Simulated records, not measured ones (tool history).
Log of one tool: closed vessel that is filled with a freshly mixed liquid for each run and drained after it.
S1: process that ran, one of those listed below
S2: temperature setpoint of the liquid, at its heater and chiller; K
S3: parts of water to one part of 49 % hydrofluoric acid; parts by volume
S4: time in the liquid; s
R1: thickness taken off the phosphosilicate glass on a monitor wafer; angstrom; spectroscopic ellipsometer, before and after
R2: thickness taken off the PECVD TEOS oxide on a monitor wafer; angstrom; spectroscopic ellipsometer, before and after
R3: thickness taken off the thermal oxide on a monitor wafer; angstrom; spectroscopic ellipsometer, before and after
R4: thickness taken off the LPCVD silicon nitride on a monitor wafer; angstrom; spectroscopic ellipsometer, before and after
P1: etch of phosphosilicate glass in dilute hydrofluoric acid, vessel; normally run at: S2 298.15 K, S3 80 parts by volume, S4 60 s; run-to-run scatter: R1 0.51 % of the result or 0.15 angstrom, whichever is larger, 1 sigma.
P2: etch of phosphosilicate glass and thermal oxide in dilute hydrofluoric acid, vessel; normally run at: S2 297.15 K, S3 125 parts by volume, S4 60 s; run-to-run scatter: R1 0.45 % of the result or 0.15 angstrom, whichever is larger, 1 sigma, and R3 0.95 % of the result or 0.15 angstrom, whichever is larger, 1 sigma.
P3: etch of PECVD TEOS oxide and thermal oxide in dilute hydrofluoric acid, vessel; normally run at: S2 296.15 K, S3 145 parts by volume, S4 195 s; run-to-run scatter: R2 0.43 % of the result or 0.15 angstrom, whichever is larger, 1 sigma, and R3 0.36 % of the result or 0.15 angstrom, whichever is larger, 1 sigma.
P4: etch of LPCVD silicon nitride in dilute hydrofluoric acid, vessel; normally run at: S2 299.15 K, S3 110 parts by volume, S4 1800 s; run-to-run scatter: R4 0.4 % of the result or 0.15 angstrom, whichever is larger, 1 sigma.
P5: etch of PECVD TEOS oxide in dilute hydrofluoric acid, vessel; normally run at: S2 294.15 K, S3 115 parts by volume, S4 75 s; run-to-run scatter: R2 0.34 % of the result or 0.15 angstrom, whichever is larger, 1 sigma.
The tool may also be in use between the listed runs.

run 1 day=0.738 | S1=P1 S2=298.15 S3=80 S4=60 | R1=1404.20
run 2 day=1.333 | S1=P1 S2=298.15 S3=80 S4=60 | R1=1404.20
run 3 day=1.712 | S1=P5 S2=294.15 S3=115 S4=30 | R2=30.689
run 4 day=2.371 | S1=P3 S2=290.65 S3=145 S4=195 | R2=155.430 R3=48.532
run 5 day=2.954 | S1=P3 S2=296.15 S3=145 S4=195 | R2=195.390 R3=60.643
run 6 day=3.650 | S1=P5 S2=294.15 S3=115 S4=75 | R2=76.770
run 7 day=4.125 | S1=P1 S2=298.15 S3=80 S4=60 | R1=1412.80
run 8 day=4.525 | S1=P3 S2=296.15 S3=145 S4=280 | R2=282.380 R3=86.852
run 9 day=5.038 | S1=P1 S2=298.15 S3=80 S4=60 | R1=1411.70
run 10 day=5.508 | S1=P2 S2=291.65 S3=125 S4=60 | R1=271.66 R3=17.489
run 11 day=6.071 | S1=P1 S2=302.65 S3=80 S4=60 | R1=1688.50
run 12 day=6.492 | S1=P1 S2=298.15 S3=50 S4=60 | R1=2371.60
run 13 day=6.854 | S1=P1 S2=291.15 S3=80 S4=60 | R1=1058.70
run 14 day=7.425 | S1=P4 S2=306.15 S3=110 S4=1800 | R4=134.630
run 15 day=8.062 | S1=P2 S2=297.15 S3=25 S4=60 | R1=1914.00 R3=122.630
run 16 day=8.779 | S1=P4 S2=299.15 S3=110 S4=1800 | R4=86.486
run 17 day=9.100 | S1=P2 S2=297.15 S3=125 S4=60 | R1=340.57 R3=21.698
run 18 day=9.675 | S1=P3 S2=296.15 S3=70 S4=195 | R2=442.280 R3=136.020
run 19 day=10.100 | S1=P5 S2=294.15 S3=170 S4=75 | R2=49.175
run 20 day=10.417 | S1=P1 S2=304.15 S3=80 S4=105 | R1=3122.80
run 21 day=11.062 | S1=P4 S2=299.15 S3=110 S4=1800 | R4=85.872
run 22 day=11.588 | S1=P3 S2=296.15 S3=145 S4=195 | R2=195.210 R3=60.449
run 23 day=12.154 | S1=P1 S2=298.15 S3=80 S4=105 | R1=2461.20
run 24 day=12.633 | S1=P1 S2=298.15 S3=80 S4=60 | R1=1410.30
run 25 day=13.325 | S1=P4 S2=299.15 S3=30 S4=1800 | R4=310.740
run 26 day=13.650 | S1=P1 S2=298.15 S3=80 S4=30 | R1=699.77
run 27 day=14.162 | S1=P2 S2=297.15 S3=125 S4=110 | R1=625.45 R3=40.119
run 28 day=14.888 | S1=P5 S2=290.15 S3=115 S4=75 | R2=65.021
run 29 day=15.258 | S1=P1 S2=298.15 S3=125 S4=60 | R1=848.84
run 30 day=15.846 | S1=P1 S2=298.15 S3=80 S4=60 | R1=1406.00
run 31 day=16.246 | S1=P4 S2=299.15 S3=110 S4=3310 | R4=159.120
run 32 day=16.579 | S1=P1 S2=298.15 S3=80 S4=60 | R1=1413.60
run 33 day=17.092 | S1=P1 S2=298.15 S3=80 S4=60 | R1=1414.40
run 34 day=17.771 | S1=P1 S2=298.15 S3=80 S4=60 | R1=1344.70
run 35 day=18.383 | S1=P1 S2=298.15 S3=80 S4=60 | R1=1315.30
run 36 day=18.867 | S1=P1 S2=298.15 S3=80 S4=60 | R1=1295.30
run 37 day=19.317 | S1=P1 S2=298.15 S3=80 S4=60 | R1=1296.90

Run 38 comes next. What will it give?
run 38 day=19.642 | S1=P1 S2=298.15 S3=80 S4=60 | R1=?

Run 38 gave R1 1295.60 angstrom.
